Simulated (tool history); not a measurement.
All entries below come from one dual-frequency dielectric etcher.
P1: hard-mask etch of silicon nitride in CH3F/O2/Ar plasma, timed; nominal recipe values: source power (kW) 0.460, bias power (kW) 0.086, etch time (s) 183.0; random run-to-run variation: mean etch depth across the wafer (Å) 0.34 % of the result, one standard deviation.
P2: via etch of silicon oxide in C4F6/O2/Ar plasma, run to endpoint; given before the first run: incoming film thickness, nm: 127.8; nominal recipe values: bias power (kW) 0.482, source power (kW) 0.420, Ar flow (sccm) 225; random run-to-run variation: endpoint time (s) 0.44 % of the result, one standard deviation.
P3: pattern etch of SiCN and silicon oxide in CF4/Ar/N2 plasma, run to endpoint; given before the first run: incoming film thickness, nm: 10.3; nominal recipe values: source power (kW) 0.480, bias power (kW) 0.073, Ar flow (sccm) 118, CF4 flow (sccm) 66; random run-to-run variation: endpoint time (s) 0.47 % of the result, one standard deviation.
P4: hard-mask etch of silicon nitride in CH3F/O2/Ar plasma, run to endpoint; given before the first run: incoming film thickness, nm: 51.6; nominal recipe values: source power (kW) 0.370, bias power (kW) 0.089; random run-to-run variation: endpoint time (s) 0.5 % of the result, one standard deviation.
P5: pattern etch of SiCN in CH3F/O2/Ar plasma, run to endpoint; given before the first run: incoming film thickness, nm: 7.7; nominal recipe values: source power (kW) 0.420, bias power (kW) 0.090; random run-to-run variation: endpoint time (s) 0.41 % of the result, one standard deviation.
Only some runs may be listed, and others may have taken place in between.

run,day,process that ran,source power (kW),bias power (kW),etch time (s),Ar flow (sccm),CF4 flow (sccm),hours since the last wet clean,hours since the last source power generator calibration,hours since the last bias power generator calibration,mean etch depth across the wafer (Å),endpoint time (s)
1,0.238,P1,0.460,0.086,183.0,,,282.9,1898.5,2707.1,1456.8,
2,0.400,P3,0.480,0.073,,118,66,286.8,1902.4,2711.0,,11.4180
3,0.579,P1,0.460,0.086,263.5,,,291.1,1906.7,2715.3,2105.2,
4,0.817,P3,0.670,0.073,,118,66,296.8,1912.4,2721.0,,8.4812
5,1.004,P2,0.420,0.323,,225,,301.3,1916.9,2725.5,,31.0650
6,1.167,P3,0.480,0.073,,91,66,305.2,1920.8,2729.4,,10.8890
7,1.479,P5,0.280,0.090,,,,312.7,1928.3,2736.9,,21.9130
8,1.712,P1,0.460,0.104,183.0,,,318.3,1933.9,2742.5,1573.3,
9,2.071,P5,0.420,0.090,,,,326.9,1942.5,2751.1,,18.6230
10,2.312,P1,0.460,0.067,183.0,,,332.7,1948.3,2756.9,1336.5,
# day 2.600: bias power generator calibrated
11,2.612,P1,0.460,0.086,183.0,,,339.9,1955.5,0.4,1455.3,
# day 2.712: source power generator calibrated
12,2.838,P5,0.420,0.126,,,,345.3,3.0,5.8,,16.5130
13,3.146,P4,0.370,0.089,,,,352.7,10.4,13.2,,72.1700
14,3.483,P2,0.420,0.482,,147,,360.8,18.5,21.3,,25.6590
15,3.779,P1,0.460,0.086,183.0,,,367.9,25.6,28.4,1461.4,
16,4.042,P3,0.480,0.100,,118,66,374.2,31.9,34.7,,10.1370
17,4.300,P1,0.460,0.086,183.0,,,380.4,38.1,40.9,1454.3,
18,4.496,P1,0.290,0.118,183.0,,,385.1,42.8,45.6,1390.9,
19,4.762,P4,0.500,0.089,,,,391.5,49.2,52.0,,64.6360
20,5.025,P1,0.460,0.086,137.5,,,397.8,55.5,58.3,1101.4,
21,5.267,P4,0.370,0.089,,,,403.6,61.3,64.1,,72.3930

Estimate the outcome of run 22 from the log above:
# day 5.458: wet clean of the chamber
22,5.583,P3,0.480,0.073,,118,39,3.1,68.9,71.7,,?

{"run 22": {"endpoint time (s)": 12.448}}

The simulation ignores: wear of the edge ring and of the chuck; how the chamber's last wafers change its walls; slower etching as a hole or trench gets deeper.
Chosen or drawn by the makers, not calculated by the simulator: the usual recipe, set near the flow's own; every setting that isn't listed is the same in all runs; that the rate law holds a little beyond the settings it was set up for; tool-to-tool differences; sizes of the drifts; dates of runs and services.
